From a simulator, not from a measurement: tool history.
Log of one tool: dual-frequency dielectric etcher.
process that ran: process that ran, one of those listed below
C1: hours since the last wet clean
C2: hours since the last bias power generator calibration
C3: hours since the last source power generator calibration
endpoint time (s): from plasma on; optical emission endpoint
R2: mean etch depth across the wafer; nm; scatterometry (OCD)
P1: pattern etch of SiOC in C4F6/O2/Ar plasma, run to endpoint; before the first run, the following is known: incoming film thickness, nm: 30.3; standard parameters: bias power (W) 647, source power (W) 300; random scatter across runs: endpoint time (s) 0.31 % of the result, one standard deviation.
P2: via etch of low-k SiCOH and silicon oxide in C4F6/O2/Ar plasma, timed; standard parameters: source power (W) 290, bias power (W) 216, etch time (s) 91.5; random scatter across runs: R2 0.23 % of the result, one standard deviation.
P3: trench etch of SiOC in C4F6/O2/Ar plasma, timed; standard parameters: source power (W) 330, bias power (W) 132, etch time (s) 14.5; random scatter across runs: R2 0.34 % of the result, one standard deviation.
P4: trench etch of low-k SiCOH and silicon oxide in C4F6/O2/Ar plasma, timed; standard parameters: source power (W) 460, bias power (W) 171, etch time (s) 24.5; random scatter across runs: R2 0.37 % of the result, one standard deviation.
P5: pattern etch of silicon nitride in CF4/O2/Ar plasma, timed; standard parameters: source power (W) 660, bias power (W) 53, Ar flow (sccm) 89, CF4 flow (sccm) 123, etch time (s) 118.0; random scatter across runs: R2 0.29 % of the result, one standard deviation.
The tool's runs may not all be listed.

run 1 day=0.108 | process_that_ran=P1 bias_power_(W)=647 source_power_(W)=300 | C1=103.1 C2=1189.7 C3=1031.2 | endpoint_time_(s)=9.8459
run 2 day=0.338 | process_that_ran=P3 bias_power_(W)=132 source_power_(W)=430 etch_time_(s)=14.5 | C1=108.6 C2=1195.2 C3=1036.7 | R2=28.451
run 3 day=0.475 | process_that_ran=P5 bias_power_(W)=53 source_power_(W)=510 etch_time_(s)=118.0 Ar_flow_(sccm)=89 CF4_flow_(sccm)=123 | C1=111.9 C2=1198.5 C3=1040.0 | R2=241.360
run 4 day=0.712 | process_that_ran=P4 bias_power_(W)=171 source_power_(W)=460 etch_time_(s)=24.5 | C1=117.6 C2=1204.2 C3=1045.7 | R2=75.620
run 5 day=0.862 | process_that_ran=P1 bias_power_(W)=647 source_power_(W)=390 | C1=121.2 C2=1207.8 C3=1049.3 | endpoint_time_(s)=8.8627
run 6 day=1.062 | process_that_ran=P3 bias_power_(W)=132 source_power_(W)=330 etch_time_(s)=14.5 | C1=126.0 C2=1212.6 C3=1054.1 | R2=25.611
run 7 day=1.283 | process_that_ran=P4 bias_power_(W)=230 source_power_(W)=460 etch_time_(s)=24.5 | C1=131.3 C2=1217.9 C3=1059.4 | R2=82.630
run 8 day=1.446 | process_that_ran=P2 bias_power_(W)=216 source_power_(W)=290 etch_time_(s)=91.5 | C1=135.2 C2=1221.8 C3=1063.3 | R2=237.980
run 9 day=1.617 | process_that_ran=P5 bias_power_(W)=53 source_power_(W)=660 etch_time_(s)=118.0 Ar_flow_(sccm)=61 CF4_flow_(sccm)=123 | C1=139.3 C2=1225.9 C3=1067.4 | R2=314.990
run 10 day=1.742 | process_that_ran=P1 bias_power_(W)=416 source_power_(W)=300 | C1=142.3 C2=1228.9 C3=1070.4 | endpoint_time_(s)=11.6230
run 11 day=1.975 | process_that_ran=P4 bias_power_(W)=171 source_power_(W)=270 etch_time_(s)=24.5 | C1=147.9 C2=1234.5 C3=1076.0 | R2=61.247
run 12 day=2.096 | process_that_ran=P1 bias_power_(W)=647 source_power_(W)=300 | C1=150.8 C2=1237.4 C3=1078.9 | endpoint_time_(s)=9.8315
run 13 day=2.242 | process_that_ran=P5 bias_power_(W)=53 source_power_(W)=660 etch_time_(s)=118.0 Ar_flow_(sccm)=89 CF4_flow_(sccm)=76 | C1=154.3 C2=1240.9 C3=1082.4 | R2=285.310
run 14 day=2.458 | process_that_ran=P5 bias_power_(W)=53 source_power_(W)=660 etch_time_(s)=118.0 Ar_flow_(sccm)=89 CF4_flow_(sccm)=123 | C1=159.5 C2=1246.1 C3=1087.6 | R2=303.710
run 15 day=2.683 | process_that_ran=P1 bias_power_(W)=844 source_power_(W)=210 | C1=164.9 C2=1251.5 C3=1093.0 | endpoint_time_(s)=9.9701
run 16 day=2.888 | process_that_ran=P5 bias_power_(W)=53 source_power_(W)=660 etch_time_(s)=177.5 Ar_flow_(sccm)=89 CF4_flow_(sccm)=123 | C1=169.8 C2=1256.4 C3=1097.9 | R2=455.480
-- day=3.029 source power generator calibrated
run 17 day=3.096 | process_that_ran=P3 bias_power_(W)=94 source_power_(W)=330 etch_time_(s)=14.5 | C1=174.8 C2=1261.4 C3=1.7 | R2=23.200
run 18 day=3.225 | process_that_ran=P1 bias_power_(W)=647 source_power_(W)=300 | C1=177.9 C2=1264.5 C3=4.8 | endpoint_time_(s)=9.7558
run 19 day=3.388 | process_that_ran=P2 bias_power_(W)=216 source_power_(W)=290 etch_time_(s)=91.5 | C1=181.8 C2=1268.4 C3=8.7 | R2=238.600
run 20 day=3.546 | process_that_ran=P5 bias_power_(W)=43 source_power_(W)=660 etch_time_(s)=118.0 Ar_flow_(sccm)=89 CF4_flow_(sccm)=123 | C1=185.6 C2=1272.2 C3=12.5 | R2=282.380
run 21 day=3.683 | process_that_ran=P1 bias_power_(W)=647 source_power_(W)=300 | C1=188.9 C2=1275.5 C3=15.8 | endpoint_time_(s)=9.8227
run 22 day=3.892 | process_that_ran=P1 bias_power_(W)=647 source_power_(W)=230 | C1=193.9 C2=1280.5 C3=20.8 | endpoint_time_(s)=10.8790
run 23 day=4.071 | process_that_ran=P2 bias_power_(W)=135 source_power_(W)=290 etch_time_(s)=91.5 | C1=198.2 C2=1284.8 C3=25.1 | R2=203.310
run 24 day=4.288 | process_that_ran=P1 bias_power_(W)=647 source_power_(W)=300 | C1=203.4 C2=1290.0 C3=30.3 | endpoint_time_(s)=9.7653
run 25 day=4.433 | process_that_ran=P1 bias_power_(W)=896 source_power_(W)=300 | C1=206.9 C2=1293.5 C3=33.8 | endpoint_time_(s)=8.6432
run 26 day=4.633 | process_that_ran=P1 bias_power_(W)=863 source_power_(W)=210 | C1=211.7 C2=1298.3 C3=38.6 | endpoint_time_(s)=9.9229
run 27 day=4.742 | process_that_ran=P1 bias_power_(W)=647 source_power_(W)=300 | C1=214.3 C2=1300.9 C3=41.2 | endpoint_time_(s)=9.8312
run 28 day=4.879 | process_that_ran=P3 bias_power_(W)=132 source_power_(W)=330 etch_time_(s)=8.0 | C1=217.6 C2=1304.2 C3=44.5 | R2=14.129
run 29 day=5.104 | process_that_ran=P2 bias_power_(W)=216 source_power_(W)=290 etch_time_(s)=129.0 | C1=223.0 C2=1309.6 C3=49.9 | R2=336.020
run 30 day=5.279 | process_that_ran=P1 bias_power_(W)=792 source_power_(W)=180 | C1=227.2 C2=1313.8 C3=54.1 | endpoint_time_(s)=10.9040
run 31 day=5.471 | process_that_ran=P4 bias_power_(W)=171 source_power_(W)=460 etch_time_(s)=31.0 | C1=231.8 C2=1318.4 C3=58.7 | R2=95.590
run 32 day=5.671 | process_that_ran=P2 bias_power_(W)=216 source_power_(W)=350 etch_time_(s)=91.5 | C1=236.6 C2=1323.2 C3=63.5 | R2=255.310
run 33 day=5.900 | process_that_ran=P4 bias_power_(W)=171 source_power_(W)=460 etch_time_(s)=24.5 | C1=242.1 C2=1328.7 C3=69.0 | R2=75.662
run 34 day=6.096 | process_that_ran=P1 bias_power_(W)=647 source_power_(W)=300 | C1=246.8 C2=1333.4 C3=73.7 | endpoint_time_(s)=9.7708
run 35 day=6.267 | process_that_ran=P1 bias_power_(W)=647 source_power_(W)=300 | C1=250.9 C2=1337.5 C3=77.8 | endpoint_time_(s)=9.8647
run 36 day=6.383 | process_that_ran=P1 bias_power_(W)=647 source_power_(W)=300 | C1=253.7 C2=1340.3 C3=80.6 | endpoint_time_(s)=9.8766
-- day=6.442 wet clean of the chamber
run 37 day=6.529 | process_that_ran=P1 bias_power_(W)=647 source_power_(W)=300 | C1=2.1 C2=1343.8 C3=84.1 | endpoint_time_(s)=9.9092
run 38 day=6.683 | process_that_ran=P1 bias_power_(W)=647 source_power_(W)=300 | C1=5.8 C2=1347.5 C3=87.8 | endpoint_time_(s)=9.9570
run 39 day=6.867 | process_that_ran=P1 bias_power_(W)=647 source_power_(W)=300 | C1=10.2 C2=1351.9 C3=92.2 | endpoint_time_(s)=9.9746
run 40 day=7.075 | process_that_ran=P1 bias_power_(W)=647 source_power_(W)=300 | C1=15.2 C2=1356.9 C3=97.2 | endpoint_time_(s)=9.9231

The log shows P1 creeping away from where it was. Any of the 2 causes listed here, at the size stated for it, fits the log just as well as the others:
A: bias power that arrives under what is set, % = 4.07
B: source power that arrives under what is set, % = 4.37
The gradual shift began around day 6.096.
Every other cause this tool's parts could produce, and why it does not fit the log:
chamber walls in a state that lowers the etch rate, %: serviced at day 6.442, after the drift had started, without restoring the earlier output

Listed below are the offered check runs, one wafer per run, with question marks in place of results. For which of them would the causes give clearly different outcomes?
run check 1 day=7.283 | process_that_ran=P5 bias_power_(W)=53 source_power_(W)=660 etch_time_(s)=167.0 Ar_flow_(sccm)=89 CF4_flow_(sccm)=123 | R2=?
run check 2 day=7.283 | process_that_ran=P3 bias_power_(W)=132 source_power_(W)=410 etch_time_(s)=8.5 | R2=?
run check 3 day=7.283 | process_that_ran=P4 bias_power_(W)=220 source_power_(W)=290 etch_time_(s)=24.5 | R2=?
run check 4 day=7.283 | process_that_ran=P2 bias_power_(W)=163 source_power_(W)=290 etch_time_(s)=91.5 | R2=?

What each check would give under each cause:
check=check_1 result=R2 if_A=422.490 if_B=412.310
check=check_2 result=R2 if_A=16.183 if_B=16.093
check=check_3 result=R2 if_A=67.440 if_B=67.228
check=check_4 result=R2 if_A=214.120 if_B=213.210
Gap, in per cent, between the two causes that each check separates least, read from the result that separates them most: check 1 2.44 %; check 2 0.56 %; check 3 0.31 %; check 4 0.43 %
Only in check 1 would the causes give clearly different results; in the remaining checks their results would be nearly the same.

Check 1 has now been run. It gave: R2 423.970 nm. Which of the candidate causes is it?

The correct cause is A, namely: bias power that arrives under what is set, %.

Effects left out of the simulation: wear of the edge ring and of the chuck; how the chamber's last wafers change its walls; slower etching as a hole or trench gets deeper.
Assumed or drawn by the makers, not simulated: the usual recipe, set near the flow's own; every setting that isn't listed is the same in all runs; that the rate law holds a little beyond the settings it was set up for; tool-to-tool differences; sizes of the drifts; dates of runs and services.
